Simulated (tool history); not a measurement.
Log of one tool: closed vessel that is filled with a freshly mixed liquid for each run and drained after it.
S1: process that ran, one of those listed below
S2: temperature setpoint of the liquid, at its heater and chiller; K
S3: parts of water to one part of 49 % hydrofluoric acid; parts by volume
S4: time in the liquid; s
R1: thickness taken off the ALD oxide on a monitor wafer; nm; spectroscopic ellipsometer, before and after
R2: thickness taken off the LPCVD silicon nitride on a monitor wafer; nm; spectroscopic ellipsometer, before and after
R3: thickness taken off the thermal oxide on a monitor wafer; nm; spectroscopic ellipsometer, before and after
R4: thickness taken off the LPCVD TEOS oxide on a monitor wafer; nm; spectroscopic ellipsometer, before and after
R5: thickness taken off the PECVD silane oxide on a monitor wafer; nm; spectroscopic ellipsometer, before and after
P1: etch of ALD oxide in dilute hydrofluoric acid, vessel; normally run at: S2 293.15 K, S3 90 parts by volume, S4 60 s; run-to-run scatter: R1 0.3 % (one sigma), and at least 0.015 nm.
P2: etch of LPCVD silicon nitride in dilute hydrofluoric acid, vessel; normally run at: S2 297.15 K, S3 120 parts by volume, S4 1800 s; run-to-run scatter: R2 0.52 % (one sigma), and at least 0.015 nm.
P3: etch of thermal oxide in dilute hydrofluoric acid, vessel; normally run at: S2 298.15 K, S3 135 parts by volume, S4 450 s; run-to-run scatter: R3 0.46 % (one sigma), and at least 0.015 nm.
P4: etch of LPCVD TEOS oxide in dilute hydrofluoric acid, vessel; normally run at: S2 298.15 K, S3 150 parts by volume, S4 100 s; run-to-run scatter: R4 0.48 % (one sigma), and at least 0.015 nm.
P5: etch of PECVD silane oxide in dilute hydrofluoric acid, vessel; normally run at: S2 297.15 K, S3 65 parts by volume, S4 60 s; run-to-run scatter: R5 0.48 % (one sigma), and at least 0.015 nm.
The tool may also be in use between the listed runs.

run 1 hour=17.1 | S1=P1 S2=293.15 S3=90 S4=60 | R1=17.316
run 2 hour=28.4 | S1=P2 S2=297.15 S3=120 S4=2580 | R2=9.7113
run 3 hour=42 | S1=P1 S2=293.15 S3=90 S4=60 | R1=17.253
run 4 hour=52.2 | S1=P3 S2=298.15 S3=135 S4=45 | R3=1.6174
run 5 hour=70 | S1=P2 S2=297.15 S3=120 S4=1800 | R2=6.684
run 6 hour=84.7 | S1=P2 S2=304.15 S3=120 S4=1800 | R2=10.506
run 7 hour=95.4 | S1=P1 S2=293.15 S3=90 S4=60 | R1=17.367
run 8 hour=113.4 | S1=P4 S2=298.15 S3=150 S4=100 | R4=12.042
run 9 hour=125.7 | S1=P5 S2=297.15 S3=65 S4=30 | R5=23.096
run 10 hour=134.4 | S1=P4 S2=298.15 S3=225 S4=100 | R4=7.3337
run 11 hour=148.2 | S1=P1 S2=293.15 S3=90 S4=60 | R1=17.209
run 12 hour=162.1 | S1=P1 S2=293.15 S3=90 S4=30 | R1=8.6432
run 13 hour=178.4 | S1=P2 S2=297.15 S3=120 S4=1800 | R2=6.7016
run 14 hour=187.6 | S1=P5 S2=297.15 S3=65 S4=60 | R5=46.183
run 15 hour=197.5 | S1=P1 S2=293.15 S3=50 S4=30 | R1=16.328
run 16 hour=210.4 | S1=P1 S2=300.15 S3=50 S4=60 | R1=43.531
run 17 hour=226.9 | S1=P1 S2=300.65 S3=50 S4=60 | R1=44.238
run 18 hour=238.5 | S1=P1 S2=293.15 S3=155 S4=60 | R1=9.3251
run 19 hour=255.1 | S1=P5 S2=292.15 S3=65 S4=60 | R5=38.031
run 20 hour=263.9 | S1=P1 S2=298.15 S3=90 S4=60 | R1=21.113
run 21 hour=272.4 | S1=P3 S2=298.15 S3=135 S4=450 | R3=16.329
run 22 hour=289.7 | S1=P4 S2=298.15 S3=150 S4=100 | R4=11.924
run 23 hour=305.2 | S1=P2 S2=297.15 S3=210 S4=1800 | R2=3.9035
run 24 hour=321.5 | S1=P1 S2=293.15 S3=90 S4=60 | R1=17.239
run 25 hour=334.9 | S1=P3 S2=298.15 S3=135 S4=450 | R3=16.262
run 26 hour=347.9 | S1=P1 S2=293.15 S3=30 S4=60 | R1=55.472
run 27 hour=356.2 | S1=P5 S2=297.15 S3=65 S4=60 | R5=46.162
run 28 hour=371.6 | S1=P1 S2=290.15 S3=90 S4=60 | R1=15.207
run 29 hour=384.8 | S1=P1 S2=293.15 S3=90 S4=60 | R1=17.264
run 30 hour=399 | S1=P3 S2=291.65 S3=135 S4=450 | R3=12.541
run 31 hour=417.6 | S1=P5 S2=297.15 S3=25 S4=60 | R5=128.25
run 32 hour=430.1 | S1=P3 S2=298.15 S3=55 S4=450 | R3=44.494
run 33 hour=445.4 | S1=P4 S2=298.15 S3=150 S4=35 | R4=4.1622
run 34 hour=462.2 | S1=P1 S2=293.15 S3=90 S4=90 | R1=25.952
run 35 hour=471.9 | S1=P4 S2=291.15 S3=150 S4=100 | R4=9.0773
run 36 hour=480.2 | S1=P1 S2=293.15 S3=90 S4=60 | R1=17.283
run 37 hour=498.4 | S1=P1 S2=293.15 S3=90 S4=60 | R1=16.613
run 38 hour=512.8 | S1=P1 S2=293.15 S3=90 S4=60 | R1=16.413
run 39 hour=531.3 | S1=P1 S2=293.15 S3=90 S4=60 | R1=16.159
run 40 hour=542.4 | S1=P1 S2=293.15 S3=90 S4=60 | R1=16.196
run 41 hour=556.3 | S1=P1 S2=293.15 S3=90 S4=60 | R1=16.21
run 42 hour=570.2 | S1=P1 S2=293.15 S3=90 S4=60 | R1=16.12
run 43 hour=582.3 | S1=P1 S2=293.15 S3=90 S4=60 | R1=16.067

What P1 gives has crept away from where it was. These 2 causes fit the log equally well, each at the size given:
A: liquid colder than its thermometer reads (K) = 1.72
B: hydrofluoric acid flow below the setpoint (%) = 6.27
The creep began at about hour 480.2.

4 check runs are offered, each on 2 wafers whose results are averaged, their results left as question marks. Which one tells the causes apart?
run check 1 hour=594.4 | S1=P2 S2=303.65 S3=210 S4=1800 | R2=?
run check 2 hour=594.4 | S1=P4 S2=291.65 S3=150 S4=35 | R4=?
run check 3 hour=594.4 | S1=P5 S2=297.15 S3=25 S4=35 | R5=?
run check 4 hour=594.4 | S1=P3 S2=295.15 S3=135 S4=450 | R3=?

What each check would give under each cause:
check=check_1 result=R2 if_A=5.1911 if_B=5.3836
check=check_2 result=R4 if_A=3.0295 if_B=3.0153
check=check_3 result=R5 if_A=69.129 if_B=69.533
check=check_4 result=R3 if_A=13.576 if_B=13.489
How far apart the two closest causes lie, in the result that separates them most: check 1 3.64 %; check 2 0.47 %; check 3 0.58 %; check 4 0.64 %
Only check 1 tells the causes apart: in the others they would give nearly the same result.

Then check 1 was run and gave: R2 5.1616 nm. Which cause is it?

It is A: liquid colder than its thermometer reads (K).

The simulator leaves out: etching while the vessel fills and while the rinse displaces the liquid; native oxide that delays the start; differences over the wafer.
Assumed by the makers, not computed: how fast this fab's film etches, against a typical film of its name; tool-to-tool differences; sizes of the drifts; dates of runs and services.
